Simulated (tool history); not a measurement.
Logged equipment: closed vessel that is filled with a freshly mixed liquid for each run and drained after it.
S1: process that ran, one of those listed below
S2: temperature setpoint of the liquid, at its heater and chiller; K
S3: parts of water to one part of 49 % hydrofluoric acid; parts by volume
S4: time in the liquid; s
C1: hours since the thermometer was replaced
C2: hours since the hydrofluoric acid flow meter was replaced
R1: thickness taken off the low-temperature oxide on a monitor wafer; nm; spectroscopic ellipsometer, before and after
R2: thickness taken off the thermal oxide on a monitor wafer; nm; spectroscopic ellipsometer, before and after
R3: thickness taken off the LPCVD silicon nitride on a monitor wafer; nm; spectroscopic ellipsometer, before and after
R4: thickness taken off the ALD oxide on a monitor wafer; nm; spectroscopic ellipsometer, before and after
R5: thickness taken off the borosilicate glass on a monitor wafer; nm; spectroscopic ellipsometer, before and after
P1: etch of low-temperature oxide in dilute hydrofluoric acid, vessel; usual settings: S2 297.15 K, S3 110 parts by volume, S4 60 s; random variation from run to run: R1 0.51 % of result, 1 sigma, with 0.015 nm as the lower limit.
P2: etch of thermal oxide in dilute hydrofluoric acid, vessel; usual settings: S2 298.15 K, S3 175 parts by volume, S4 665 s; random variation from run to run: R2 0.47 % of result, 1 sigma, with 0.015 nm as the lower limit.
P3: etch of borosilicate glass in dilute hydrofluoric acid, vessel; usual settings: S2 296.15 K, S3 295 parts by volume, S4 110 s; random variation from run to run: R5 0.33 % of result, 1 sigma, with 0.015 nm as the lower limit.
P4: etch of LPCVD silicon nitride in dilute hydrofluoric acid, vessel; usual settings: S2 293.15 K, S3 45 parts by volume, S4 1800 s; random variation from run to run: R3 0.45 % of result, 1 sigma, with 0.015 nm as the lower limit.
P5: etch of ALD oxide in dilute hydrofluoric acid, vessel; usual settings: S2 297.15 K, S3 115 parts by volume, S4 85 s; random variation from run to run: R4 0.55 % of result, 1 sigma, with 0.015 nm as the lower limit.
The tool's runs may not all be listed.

run    day  S1      S2   S3    S4      C1     C2      R1      R2      R3       R4       R5
  1  0.233  P1  297.15  110    60  1318.8  850.2  19.811
  2  0.454  P2  298.15  175   665  1324.1  855.5          17.399
  3  0.708  P4  293.15   45  3105  1330.2  861.6                  25.171
  4  0.858  P2  298.15  175   140  1333.8  865.2           3.676
  5  1.062  P1  297.15  110    90  1338.7  870.1  29.566
  6  1.317  P4  293.15   45  1800  1344.8  876.2                  14.487
  7  1.500  P1  297.15  110    60  1349.2  880.6  19.673
  8  1.675  P4  293.15   45  1800  1353.4  884.8                  14.515
  9  1.858  P2  298.15   90   665  1357.8  889.2          37.511
 10  1.996  P1  292.15  110    60  1361.1  892.5  15.996
 11  2.192  P1  297.15   30    30  1365.8  897.2  39.983
 12  2.333  P5  297.15  115    30  1369.2  900.6                           3.9870
 13  2.512  P2  298.15  175   665  1373.5  904.9          17.471
 14  2.633  P1  293.15  110    95  1376.4  907.8  26.447
     2.767  -- thermometer replaced
 15  2.788  P4  290.15   45  1800     0.6  911.5                  11.811
 16  2.925  P5  297.15  115    85     3.9  914.8                          11.3420
 17  3.054  P1  297.15  110    60     7.0  917.9  19.787
 18  3.217  P4  293.15   25  1800    10.9  921.8                  25.545
 19  3.467  P1  297.15   35    60    16.9  927.8  68.143
 20  3.604  P5  290.15  115    85    20.2  931.1                           8.4795
 21  3.829  P3  296.15  295   110    25.6  936.5                                   10.2840
 22  4.029  P1  297.15  110    60    30.4  941.3  19.745
 23  4.246  P5  297.15  115    85    35.6  946.5                          11.2490
 24  4.475  P1  297.15  110    60    41.1  952.0  19.663
 25  4.604  P3  296.15  295    30    44.2  955.1                                    2.7809
 26  4.729  P1  297.15  185    60    47.2  958.1  10.663

What does the tool deliver on the next run?
 27  4.908  P5  297.15  45  85  51.5  962.4               ?

R4: 31.7360 nm

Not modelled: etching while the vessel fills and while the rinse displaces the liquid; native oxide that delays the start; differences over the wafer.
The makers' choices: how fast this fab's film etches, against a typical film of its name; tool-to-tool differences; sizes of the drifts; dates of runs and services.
